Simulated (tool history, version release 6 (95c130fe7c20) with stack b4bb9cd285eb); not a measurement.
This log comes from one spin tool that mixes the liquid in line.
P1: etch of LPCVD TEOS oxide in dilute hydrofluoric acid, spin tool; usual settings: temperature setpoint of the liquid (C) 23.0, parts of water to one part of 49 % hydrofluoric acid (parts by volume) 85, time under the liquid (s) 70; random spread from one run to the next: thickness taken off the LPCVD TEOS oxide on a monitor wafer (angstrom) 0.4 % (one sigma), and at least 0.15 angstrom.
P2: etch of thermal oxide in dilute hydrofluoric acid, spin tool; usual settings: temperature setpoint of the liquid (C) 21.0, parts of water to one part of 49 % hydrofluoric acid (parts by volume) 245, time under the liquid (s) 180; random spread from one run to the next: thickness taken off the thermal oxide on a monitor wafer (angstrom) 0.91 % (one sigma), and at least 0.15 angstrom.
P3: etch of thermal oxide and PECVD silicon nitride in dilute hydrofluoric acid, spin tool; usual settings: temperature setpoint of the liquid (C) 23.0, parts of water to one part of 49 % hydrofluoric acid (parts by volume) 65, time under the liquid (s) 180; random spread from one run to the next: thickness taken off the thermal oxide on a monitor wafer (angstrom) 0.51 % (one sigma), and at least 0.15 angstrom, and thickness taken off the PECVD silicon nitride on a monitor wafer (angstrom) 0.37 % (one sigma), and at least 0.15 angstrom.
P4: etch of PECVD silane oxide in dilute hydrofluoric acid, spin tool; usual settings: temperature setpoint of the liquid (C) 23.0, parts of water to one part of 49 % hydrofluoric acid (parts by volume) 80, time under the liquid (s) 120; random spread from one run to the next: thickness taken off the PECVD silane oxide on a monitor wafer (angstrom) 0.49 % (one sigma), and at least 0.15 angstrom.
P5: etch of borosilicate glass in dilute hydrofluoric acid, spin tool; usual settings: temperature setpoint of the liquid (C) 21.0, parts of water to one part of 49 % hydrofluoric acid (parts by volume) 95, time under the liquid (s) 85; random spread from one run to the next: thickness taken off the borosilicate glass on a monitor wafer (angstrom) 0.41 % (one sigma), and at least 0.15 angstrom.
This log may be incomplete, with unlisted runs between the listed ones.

run,hour,process that ran,temperature setpoint of the liquid (C),parts of water to one part of 49 % hydrofluoric acid (parts by volume),time under the liquid (s),thickness taken off the LPCVD TEOS oxide on a monitor wafer (angstrom),thickness taken off the PECVD silane oxide on a monitor wafer (angstrom),thickness taken off the thermal oxide on a monitor wafer (angstrom),thickness taken off the PECVD silicon nitride on a monitor wafer (angstrom),thickness taken off the borosilicate glass on a monitor wafer (angstrom)
1,11.5,P1,23.0,85,70,293.670,,,,
2,28.9,P4,23.0,80,120,,269.180,,,
3,46.2,P2,21.0,70,180,,,107.230,,
4,61.9,P1,23.0,150,130,286.570,,,,
5,74.1,P3,29.0,65,180,,,178.080,107.940,
6,90.0,P1,23.0,25,70,1086.600,,,,
7,103.0,P1,27.5,85,70,351.020,,,,
8,122.4,P1,19.0,85,70,250.800,,,,
9,133.4,P4,27.0,80,120,,311.830,,,
10,152.2,P4,23.0,125,120,,161.260,,,
11,161.3,P1,26.5,85,105,503.720,,,,
12,169.9,P1,23.0,85,70,295.350,,,,
13,178.9,P2,28.5,245,180,,,32.757,,
14,196.1,P1,30.5,85,105,586.360,,,,
15,205.6,P1,23.0,85,70,295.150,,,,
16,219.9,P1,23.0,85,70,294.020,,,,
17,228.9,P5,21.0,95,135,,,,,660.59
18,243.4,P3,23.0,95,180,,,92.752,50.204,
19,262.4,P4,23.0,80,25,,56.117,,,
20,273.7,P4,23.0,80,120,,267.780,,,
21,288.5,P2,21.0,245,180,,,25.547,,
22,299.0,P2,21.0,245,180,,,25.253,,
23,314.0,P5,21.0,95,85,,,,,416.83
24,329.1,P1,23.0,85,15,63.147,,,,
25,347.3,P3,23.0,65,180,,,141.420,72.966,
26,361.6,P1,23.0,145,70,159.160,,,,
27,380.9,P5,21.0,95,85,,,,,418.07
28,392.8,P1,23.0,85,130,546.690,,,,
29,402.3,P5,21.0,20,85,,,,,2160.20
30,411.1,P1,23.0,85,70,294.280,,,,
31,420.2,P2,21.0,245,270,,,37.842,,
32,429.4,P1,23.0,85,70,291.610,,,,
33,440.0,P3,23.0,65,285,,,222.510,115.900,
34,454.6,P5,17.0,95,85,,,,,352.61
35,473.5,P1,23.0,85,70,293.840,,,,
36,487.0,P1,23.0,85,70,283.450,,,,
37,498.4,P1,23.0,85,70,279.660,,,,
38,509.3,P1,23.0,85,70,275.580,,,,
39,525.6,P1,23.0,85,70,272.050,,,,
40,544.5,P1,23.0,85,70,270.080,,,,
41,557.2,P1,23.0,85,70,268.090,,,,
42,573.8,P1,23.0,85,70,268.320,,,,
43,591.9,P1,23.0,85,70,266.100,,,,
44,603.9,P1,23.0,85,70,268.600,,,,

The log shows P1 creeping away from where it was. Any of the 2 causes listed here, at the size stated for it, fits the log just as well as the others:
A: hydrofluoric acid flow below the setpoint (%) = 8.2
B: liquid colder than its thermometer reads (K) = 2.33
The gradual shift began around hour 473.5.

The check runs listed below each take one wafer, and their results are still question marks. Under which run would the listed causes lead to clearly different results?
check 1,615.9,P2,21.0,245,180,,,?,,
check 2,615.9,P5,21.0,95,85,,,,,?
check 3,615.9,P4,23.0,80,120,,?,,,
check 4,615.9,P3,23.0,65,180,,,?,?,

What every check run would give for each of its results, assuming each possible cause in turn:
check,result,if A,if B
check 1,thickness taken off the thermal oxide on a monitor wafer (angstrom),22.785,23.210
check 2,thickness taken off the borosilicate glass on a monitor wafer (angstrom),378.80,378.48
check 3,thickness taken off the PECVD silane oxide on a monitor wafer (angstrom),242.610,242.360
check 4,thickness taken off the thermal oxide on a monitor wafer (angstrom),128.570,128.120
check 4,thickness taken off the PECVD silicon nitride on a monitor wafer (angstrom),66.987,62.170
Per-check spread between the two closest causes, in the result where they differ most: check 1 1.85 %; check 2 0.08 %; check 3 0.11 %; check 4 7.46 %
Check 4 is the one run that separates the causes; every other check would come out nearly the same whichever cause is at work.

The results of check 4 are: thickness taken off the thermal oxide on a monitor wafer (angstrom) 128.660; thickness taken off the PECVD silicon nitride on a monitor wafer (angstrom) 67.037. Based on these, which of the listed causes is it?

It is A: hydrofluoric acid flow below the setpoint (%).
